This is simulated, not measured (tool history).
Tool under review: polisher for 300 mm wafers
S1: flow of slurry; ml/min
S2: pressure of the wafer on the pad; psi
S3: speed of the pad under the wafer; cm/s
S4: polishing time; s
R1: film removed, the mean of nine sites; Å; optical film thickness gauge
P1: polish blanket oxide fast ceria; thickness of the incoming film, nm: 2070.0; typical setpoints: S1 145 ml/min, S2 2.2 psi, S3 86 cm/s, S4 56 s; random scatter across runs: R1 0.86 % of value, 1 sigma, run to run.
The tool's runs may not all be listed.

run  hour   S1   S2   S3  S4      R1
  1   4.8  145  2.2   86  56  6340.9
  2   9.4  145  2.2   86  56  6428.6
  3  14.8   85  2.2   86  56  5654.6
  4  20.8  145  3.4  114  56   12895
     22.4  -- head pressure recalibrated
  5  25.6  145  2.2   38  56    2807
  6  30.1  190  2.2   86  56  6782.3
  7  36.2  145  2.2  132  56  9841.9
  8  39.5  145  2.2   86  56  6367.2
  9  43.6  145  2.2  118  78   12149
 10    51  145  2.2   86  56  6402.7
 11  56.1  145  2.2   86  56  6350.2
 12  63.2  145  1.1   86  56  3174.4
 13  69.8  145  2.2   86  25  2841.4
     71.2  -- slurry nozzle cleaned
 14  75.8  145  3.4   86  56    9851
 15  79.3  145  2.2   86  56  6322.4
 16  84.9  145  2.2   86  87   10012
 17  91.6  145  2.2   86  56  6373.3
 18  96.8  145  2.2   86  56  6214.7

Run 19 is up next; what results do you expect?
 19  102.8  145  2.2  86  56   ?

R1: 5952.5 Å
